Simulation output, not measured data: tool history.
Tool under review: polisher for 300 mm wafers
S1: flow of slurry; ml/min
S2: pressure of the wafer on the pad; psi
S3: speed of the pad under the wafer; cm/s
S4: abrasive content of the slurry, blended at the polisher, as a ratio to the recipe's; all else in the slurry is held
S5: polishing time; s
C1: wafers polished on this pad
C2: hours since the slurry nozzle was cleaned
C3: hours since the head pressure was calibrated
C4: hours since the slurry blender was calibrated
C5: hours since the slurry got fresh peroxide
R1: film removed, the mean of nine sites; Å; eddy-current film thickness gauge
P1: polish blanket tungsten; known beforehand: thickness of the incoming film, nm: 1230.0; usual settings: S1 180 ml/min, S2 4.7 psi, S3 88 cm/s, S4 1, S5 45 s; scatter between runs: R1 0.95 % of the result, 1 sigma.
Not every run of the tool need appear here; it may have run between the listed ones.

{"run": 1, "hour": 3.0, "S1": 180, "S2": 4.7, "S3": 88, "S4": 1, "S5": 45, "C1": 275, "C2": 370.9, "C3": 72.8, "C4": 210.4, "C5": 29.4, "R1": 2638}
{"run": 2, "hour": 6.8, "S1": 180, "S2": 4.7, "S3": 88, "S4": 1, "S5": 45, "C1": 306, "C2": 374.7, "C3": 76.6, "C4": 214.2, "C5": 33.2, "R1": 2611.1}
{"run": 3, "hour": 11.6, "S1": 180, "S2": 4.7, "S3": 88, "S4": 1, "S5": 45, "C1": 344, "C2": 379.5, "C3": 81.4, "C4": 219, "C5": 38, "R1": 2648.7}
{"run": 4, "hour": 15.4, "S1": 180, "S2": 4.7, "S3": 88, "S4": 1, "S5": 45, "C1": 375, "C2": 383.3, "C3": 85.2, "C4": 222.8, "C5": 41.8, "R1": 2694.4}
{"run": 5, "hour": 20.3, "S1": 180, "S2": 4.7, "S3": 88, "S4": 1.35, "S5": 45, "C1": 414, "C2": 388.2, "C3": 90.1, "C4": 227.7, "C5": 46.7, "R1": 2815.3}
{"run": 6, "hour": 25.4, "S1": 180, "S2": 4.7, "S3": 66, "S4": 1, "S5": 45, "C1": 455, "C2": 393.3, "C3": 95.2, "C4": 232.8, "C5": 51.8, "R1": 1971.9}
{"run": 7, "hour": 30.3, "S1": 250, "S2": 4.7, "S3": 88, "S4": 1, "S5": 45, "C1": 494, "C2": 398.2, "C3": 100.1, "C4": 237.7, "C5": 56.7, "R1": 2733.8}
{"run": 8, "hour": 33.2, "S1": 180, "S2": 3.1, "S3": 88, "S4": 1, "S5": 45, "C1": 518, "C2": 401.1, "C3": 103, "C4": 240.6, "C5": 59.6, "R1": 1729.7}
{"run": 9, "hour": 36.7, "S1": 180, "S2": 4.7, "S3": 88, "S4": 0.65, "S5": 45, "C1": 546, "C2": 404.6, "C3": 106.5, "C4": 244.1, "C5": 63.1, "R1": 2403.4}
{"run": 10, "hour": 41.4, "S1": 180, "S2": 4.7, "S3": 88, "S4": 1, "S5": 45, "C1": 583, "C2": 409.3, "C3": 111.2, "C4": 248.8, "C5": 67.8, "R1": 2632.9}
{"hour": 45.8, "done": "slurry blender recalibrated"}
{"run": 11, "hour": 47.4, "S1": 180, "S2": 4.7, "S3": 88, "S4": 1, "S5": 72, "C1": 632, "C2": 415.3, "C3": 117.2, "C4": 1.6, "C5": 73.8, "R1": 4205.2}
{"run": 12, "hour": 51.0, "S1": 180, "S2": 6.4, "S3": 88, "S4": 1, "S5": 45, "C1": 661, "C2": 418.9, "C3": 120.8, "C4": 5.2, "C5": 77.4, "R1": 3562.2}

For run 13, what comes out?
{"run": 13, "hour": 55.2, "S1": 110, "S2": 4.7, "S3": 88, "S4": 1, "S5": 45, "C1": 694, "C2": 423.1, "C3": 125, "C4": 9.4, "C5": 81.6, "R1": "?"}

{"run 13": {"R1": 2391.7}}
